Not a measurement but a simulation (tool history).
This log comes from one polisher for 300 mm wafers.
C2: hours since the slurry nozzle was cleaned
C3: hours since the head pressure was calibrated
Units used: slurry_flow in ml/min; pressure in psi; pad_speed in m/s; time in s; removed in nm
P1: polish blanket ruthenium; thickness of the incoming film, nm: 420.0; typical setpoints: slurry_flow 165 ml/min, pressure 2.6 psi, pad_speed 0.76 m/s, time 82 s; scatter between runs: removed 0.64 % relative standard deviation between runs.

{"run": 1, "hour": 8.8, "slurry_flow": 165, "pressure": 2.6, "pad_speed": 0.76, "time": 82, "wafers polished on this pad": 298, "C2": 420.7, "C3": 118.6, "removed": 93.87}
{"run": 2, "hour": 15.1, "slurry_flow": 165, "pressure": 2.6, "pad_speed": 0.76, "time": 82, "wafers polished on this pad": 362, "C2": 427.0, "C3": 124.9, "removed": 91.895}
{"run": 3, "hour": 21.2, "slurry_flow": 165, "pressure": 2.6, "pad_speed": 0.76, "time": 124, "wafers polished on this pad": 423, "C2": 433.1, "C3": 131.0, "removed": 139.25}
{"run": 4, "hour": 29.6, "slurry_flow": 165, "pressure": 2.6, "pad_speed": 0.76, "time": 39, "wafers polished on this pad": 508, "C2": 441.5, "C3": 139.4, "removed": 44.227}
{"run": 5, "hour": 37.1, "slurry_flow": 165, "pressure": 2.6, "pad_speed": 1.14, "time": 82, "wafers polished on this pad": 583, "C2": 449.0, "C3": 146.9, "removed": 139.81}
{"run": 6, "hour": 42.9, "slurry_flow": 250, "pressure": 2.6, "pad_speed": 0.76, "time": 82, "wafers polished on this pad": 642, "C2": 454.8, "C3": 152.7, "removed": 99.11}
{"run": 7, "hour": 51.6, "slurry_flow": 165, "pressure": 2.6, "pad_speed": 0.76, "time": 82, "wafers polished on this pad": 730, "C2": 463.5, "C3": 161.4, "removed": 93.989}
{"run": 8, "hour": 57.6, "slurry_flow": 165, "pressure": 2.6, "pad_speed": 0.76, "time": 82, "wafers polished on this pad": 790, "C2": 469.5, "C3": 167.4, "removed": 93.571}
{"run": 9, "hour": 62.9, "slurry_flow": 115, "pressure": 2.6, "pad_speed": 0.76, "time": 111, "wafers polished on this pad": 843, "C2": 474.8, "C3": 172.7, "removed": 117.15}
{"run": 10, "hour": 69.0, "slurry_flow": 165, "pressure": 3.5, "pad_speed": 0.76, "time": 82, "wafers polished on this pad": 905, "C2": 480.9, "C3": 178.8, "removed": 125.78}
{"run": 11, "hour": 77.5, "slurry_flow": 110, "pressure": 2.6, "pad_speed": 1.06, "time": 82, "wafers polished on this pad": 990, "C2": 489.4, "C3": 187.3, "removed": 120.27}
{"hour": 82.8, "done": "worn pad replaced by a new one"}
{"run": 12, "hour": 84.3, "slurry_flow": 165, "pressure": 2.6, "pad_speed": 0.76, "time": 82, "wafers polished on this pad": 15, "C2": 496.2, "C3": 194.1, "removed": 92.313}
{"run": 13, "hour": 92.2, "slurry_flow": 165, "pressure": 2.6, "pad_speed": 0.76, "time": 82, "wafers polished on this pad": 94, "C2": 504.1, "C3": 202.0, "removed": 92.617}
{"run": 14, "hour": 99.9, "slurry_flow": 165, "pressure": 2.6, "pad_speed": 0.76, "time": 82, "wafers polished on this pad": 172, "C2": 511.8, "C3": 209.7, "removed": 93.168}
{"run": 15, "hour": 105.4, "slurry_flow": 120, "pressure": 2.6, "pad_speed": 0.76, "time": 82, "wafers polished on this pad": 227, "C2": 517.3, "C3": 215.2, "removed": 88.27}
{"run": 16, "hour": 114.3, "slurry_flow": 165, "pressure": 1.4, "pad_speed": 0.76, "time": 82, "wafers polished on this pad": 317, "C2": 526.2, "C3": 224.1, "removed": 50.097}
{"run": 17, "hour": 118.2, "slurry_flow": 165, "pressure": 2.6, "pad_speed": 0.42, "time": 82, "wafers polished on this pad": 356, "C2": 530.1, "C3": 228.0, "removed": 51.693}
{"run": 18, "hour": 126.9, "slurry_flow": 165, "pressure": 2.6, "pad_speed": 0.76, "time": 82, "wafers polished on this pad": 444, "C2": 538.8, "C3": 236.7, "removed": 92.917}
{"run": 19, "hour": 131.7, "slurry_flow": 165, "pressure": 2.6, "pad_speed": 0.76, "time": 82, "wafers polished on this pad": 492, "C2": 543.6, "C3": 241.5, "removed": 91.9}
{"run": 20, "hour": 138.1, "slurry_flow": 165, "pressure": 2.6, "pad_speed": 0.76, "time": 82, "wafers polished on this pad": 557, "C2": 550.0, "C3": 247.9, "removed": 89.058}
{"run": 21, "hour": 142.9, "slurry_flow": 165, "pressure": 2.6, "pad_speed": 0.76, "time": 82, "wafers polished on this pad": 605, "C2": 554.8, "C3": 252.7, "removed": 87.751}
{"run": 22, "hour": 149.6, "slurry_flow": 165, "pressure": 2.6, "pad_speed": 0.76, "time": 82, "wafers polished on this pad": 673, "C2": 561.5, "C3": 259.4, "removed": 87.806}
{"run": 23, "hour": 157.2, "slurry_flow": 165, "pressure": 2.6, "pad_speed": 0.76, "time": 82, "wafers polished on this pad": 749, "C2": 569.1, "C3": 267.0, "removed": 86.878}
{"run": 24, "hour": 165.1, "slurry_flow": 165, "pressure": 2.6, "pad_speed": 0.76, "time": 82, "wafers polished on this pad": 829, "C2": 577.0, "C3": 274.9, "removed": 85.86}
{"hour": 171.6, "done": "worn pad replaced by a new one"}
{"run": 25, "hour": 172.5, "slurry_flow": 165, "pressure": 2.6, "pad_speed": 0.76, "time": 82, "wafers polished on this pad": 9, "C2": 584.4, "C3": 282.3, "removed": 84.437}
{"run": 26, "hour": 177.2, "slurry_flow": 165, "pressure": 2.6, "pad_speed": 0.76, "time": 82, "wafers polished on this pad": 56, "C2": 589.1, "C3": 287.0, "removed": 85.087}
{"run": 27, "hour": 182.8, "slurry_flow": 165, "pressure": 2.6, "pad_speed": 0.76, "time": 82, "wafers polished on this pad": 113, "C2": 594.7, "C3": 292.6, "removed": 84.786}
{"run": 28, "hour": 188.0, "slurry_flow": 165, "pressure": 2.6, "pad_speed": 0.76, "time": 82, "wafers polished on this pad": 165, "C2": 599.9, "C3": 297.8, "removed": 85.633}

P1 has crept away from where it was. The log is fitted equally well by each of these 2 causes, at the sizes shown:
A: head's pressure below its setpoint, % = 8.82
B: slurry flow missing at the pad, % = 37.3
The gradual shift began around hour 126.9.
Each remaining cause and why it is not a fit:
removal rate lost through wear of the pad, %: its service at hour 171.6 followed the start of the drift and did not put the process back to its old value

The list below offers 4 check runs, each averaging the results of 3 wafers, and shows each result as a question mark. For which of them would the listed causes give clearly different results?
{"run": "check 1", "hour": 193.2, "slurry_flow": 165, "pressure": 3.2, "pad_speed": 0.76, "time": 51, "removed": "?"}
{"run": "check 2", "hour": 193.2, "slurry_flow": 240, "pressure": 2.6, "pad_speed": 0.76, "time": 82, "removed": "?"}
{"run": "check 3", "hour": 193.2, "slurry_flow": 165, "pressure": 2.6, "pad_speed": 1.0, "time": 41, "removed": "?"}
{"run": "check 4", "hour": 193.2, "slurry_flow": 165, "pressure": 2.6, "pad_speed": 1.06, "time": 82, "removed": "?"}

How each check would come out, cause by cause:
check=check_1 result=removed if_A=65.001 if_B=65.013
check=check_2 result=removed if_A=89.269 if_B=91.723
check=check_3 result=removed if_A=55.865 if_B=55.876
check=check_4 result=removed if_A=118.430 if_B=118.460
Separation of the two closest causes in each check, using whichever result separates them best: check 1 0.02 %; check 2 2.71 %; check 3 0.02 %; check 4 0.02 %
Of the check runs offered, only check 2 discriminates between the causes; the rest would read about the same regardless of which cause applies.

Check 2 has now been run. It gave: removed 89.202 nm. Which of the candidate causes is it?

The cause is A: head's pressure below its setpoint, %.
